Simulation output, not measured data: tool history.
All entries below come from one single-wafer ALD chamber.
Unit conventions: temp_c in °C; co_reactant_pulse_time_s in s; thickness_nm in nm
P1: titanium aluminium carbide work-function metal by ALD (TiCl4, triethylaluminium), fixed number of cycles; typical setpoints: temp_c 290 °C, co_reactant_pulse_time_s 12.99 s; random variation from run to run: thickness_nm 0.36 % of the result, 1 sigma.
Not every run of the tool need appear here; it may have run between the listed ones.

Run 1, hour 10.4: temp_c 290 °C, co_reactant_pulse_time_s 12.99 s. Result: thickness_nm 1.9818 nm.
Run 2, hour 17.3: temp_c 290 °C, co_reactant_pulse_time_s 18.28 s. Result: thickness_nm 2.0047 nm.
Run 3, hour 27.7: temp_c 266 °C, co_reactant_pulse_time_s 12.99 s. Result: thickness_nm 1.7703 nm.
Run 4, hour 34.4: temp_c 290 °C, co_reactant_pulse_time_s 12.99 s. Result: thickness_nm 1.9805 nm.
Run 5, hour 47.0: temp_c 301 °C, co_reactant_pulse_time_s 6.20 s. Result: thickness_nm 1.8690 nm.
Run 6, hour 60.6: temp_c 290 °C, co_reactant_pulse_time_s 12.99 s. Result: thickness_nm 1.9854 nm.
Run 7, hour 73.2: temp_c 290 °C, co_reactant_pulse_time_s 12.99 s. Result: thickness_nm 1.9821 nm.
Run 8, hour 84.5: temp_c 290 °C, co_reactant_pulse_time_s 12.99 s. Result: thickness_nm 1.9673 nm.
Run 9, hour 97.2: temp_c 308 °C, co_reactant_pulse_time_s 7.79 s. Result: thickness_nm 2.0296 nm.
Run 10, hour 110.9: temp_c 314 °C, co_reactant_pulse_time_s 12.99 s. Result: thickness_nm 2.2049 nm.
Run 11, hour 123.0: temp_c 290 °C, co_reactant_pulse_time_s 5.84 s. Result: thickness_nm 1.7472 nm.
Run 12, hour 131.8: temp_c 290 °C, co_reactant_pulse_time_s 12.99 s. Result: thickness_nm 2.0026 nm.
Run 13, hour 144.2: temp_c 290 °C, co_reactant_pulse_time_s 12.99 s. Result: thickness_nm 1.9652 nm.
Run 14, hour 157.6: temp_c 290 °C, co_reactant_pulse_time_s 12.99 s. Result: thickness_nm 1.9554 nm.
Run 15, hour 171.3: temp_c 290 °C, co_reactant_pulse_time_s 12.99 s. Result: thickness_nm 1.9595 nm.
Run 16, hour 177.9: temp_c 290 °C, co_reactant_pulse_time_s 12.99 s. Result: thickness_nm 1.9403 nm.
Run 17, hour 189.7: temp_c 290 °C, co_reactant_pulse_time_s 12.99 s. Result: thickness_nm 1.9310 nm.
Run 18, hour 201.9: temp_c 290 °C, co_reactant_pulse_time_s 12.99 s. Result: thickness_nm 1.9360 nm.
Run 19, hour 213.6: temp_c 290 °C, co_reactant_pulse_time_s 12.99 s. Result: thickness_nm 1.9381 nm.
Run 20, hour 221.6: temp_c 290 °C, co_reactant_pulse_time_s 12.99 s. Result: thickness_nm 1.9271 nm.
Run 21, hour 234.1: temp_c 290 °C, co_reactant_pulse_time_s 12.99 s. Result: thickness_nm 1.9404 nm.

What P1 gives has crept away from where it was. These 2 causes fit the log equally well, each at the size given:
A: wafer temperature below the value expected at the setpoint (K) = 5.68
B: triethylaluminium dose below that of a fresh bottle (%) = 26.1
Creep in the process output first set in at about hour 131.8.

Below are 4 check runs, each on a single wafer, with their results shown as question marks. Which of them would tell the listed causes apart, meaning the causes would give clearly different results under it?
Run check 1, hour 246.6: temp_c 311 °C, co_reactant_pulse_time_s 7.44 s. Result: thickness_nm ?.
Run check 2, hour 246.6: temp_c 300 °C, co_reactant_pulse_time_s 12.99 s. Result: thickness_nm ?.
Run check 3, hour 246.6: temp_c 308 °C, co_reactant_pulse_time_s 12.99 s. Result: thickness_nm ?.
Run check 4, hour 246.6: temp_c 275 °C, co_reactant_pulse_time_s 12.99 s. Result: thickness_nm ?.

Check results expected under each cause:
  check        result    if A    if B
check 1  thickness_nm  1.9822  1.8691
check 2  thickness_nm  2.0238  2.0221
check 3  thickness_nm  2.0958  2.0926
check 4  thickness_nm  1.8023  1.8050
Distance between the nearest two causes, measured in the result of the check that separates them most: check 1 5.87 %; check 2 0.09 %; check 3 0.15 %; check 4 0.15 %
Check 1 tells the causes apart: in the others they would give nearly the same result.

Then check 1 was run and gave: thickness_nm 1.9839 nm. Which cause is it?

Of the candidate causes, it is A: wafer temperature below the value expected at the setpoint (K).
